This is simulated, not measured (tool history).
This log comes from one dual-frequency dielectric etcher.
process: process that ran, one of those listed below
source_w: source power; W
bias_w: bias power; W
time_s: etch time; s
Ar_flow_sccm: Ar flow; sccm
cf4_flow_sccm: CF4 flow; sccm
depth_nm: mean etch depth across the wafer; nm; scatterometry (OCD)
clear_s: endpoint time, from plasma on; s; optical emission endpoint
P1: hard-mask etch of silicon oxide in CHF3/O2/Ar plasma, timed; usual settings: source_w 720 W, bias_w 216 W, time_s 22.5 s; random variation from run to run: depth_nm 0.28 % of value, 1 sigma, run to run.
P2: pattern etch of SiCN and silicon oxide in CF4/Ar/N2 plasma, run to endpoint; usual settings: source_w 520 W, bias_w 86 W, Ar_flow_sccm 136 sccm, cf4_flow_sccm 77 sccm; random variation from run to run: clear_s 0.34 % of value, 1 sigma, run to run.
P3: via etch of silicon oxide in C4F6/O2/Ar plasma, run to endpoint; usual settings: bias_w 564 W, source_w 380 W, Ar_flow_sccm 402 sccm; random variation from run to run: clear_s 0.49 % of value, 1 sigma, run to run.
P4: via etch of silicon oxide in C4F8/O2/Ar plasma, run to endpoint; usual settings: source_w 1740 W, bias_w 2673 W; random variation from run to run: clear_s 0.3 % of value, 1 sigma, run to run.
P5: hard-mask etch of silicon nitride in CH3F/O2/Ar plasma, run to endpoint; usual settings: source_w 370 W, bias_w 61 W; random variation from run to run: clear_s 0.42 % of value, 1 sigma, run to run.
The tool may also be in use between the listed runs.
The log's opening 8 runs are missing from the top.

run	hour	process	source_w	bias_w	time_s	Ar_flow_sccm	cf4_flow_sccm	hours since the last wet clean	hours since the last source power generator calibration	hours since the last bias power generator calibration	depth_nm	clear_s
9	121.3	P1	490	216	22.5			77.8	1696.5	2656.8	43.782	
10	131.3	P1	720	291	22.5			87.8	1706.5	2666.8	56.534	
11	142.7	P4	2370	2673				99.2	1717.9	2678.2		295.310
12	152.4	P5	220	61				108.9	1727.6	2687.9		68.385
13	162.1	P1	720	216	22.5			118.6	1737.3	2697.6	50.637	
14	175.2	P1	720	216	29.5			131.7	1750.4	2710.7	66.548	
15	188.8	P4	1740	3640				145.3	1764.0	2724.3		302.410
16	204.9	P5	370	75				161.4	1780.1	2740.4		52.695
17	223.2	P3	220	564		402		179.7	1798.4	2758.7		36.518
18	241.2	P5	370	61				197.7	1816.4	2776.7		56.198
19	256.7	P2	520	86		136	77	213.2	1831.9	2792.2		14.087
20	270.2	P2	360	86		136	77	226.7	1845.4	2805.7		19.625
21	278.6	P1	720	216	16.0			235.1	1853.8	2814.1	36.120	
22	293.8	P1	720	148	33.5			250.3	1869.0	2829.3	66.443	
23	311.1	P4	1740	2673				267.6	1886.3	2846.6		335.490

Run 24, settings as shown, results not yet in. Your forecast:
24	328.3	P2	520	86		96	77	284.8	1903.5	2863.8		?

{"run 24": {"clear_s": 13.504}}
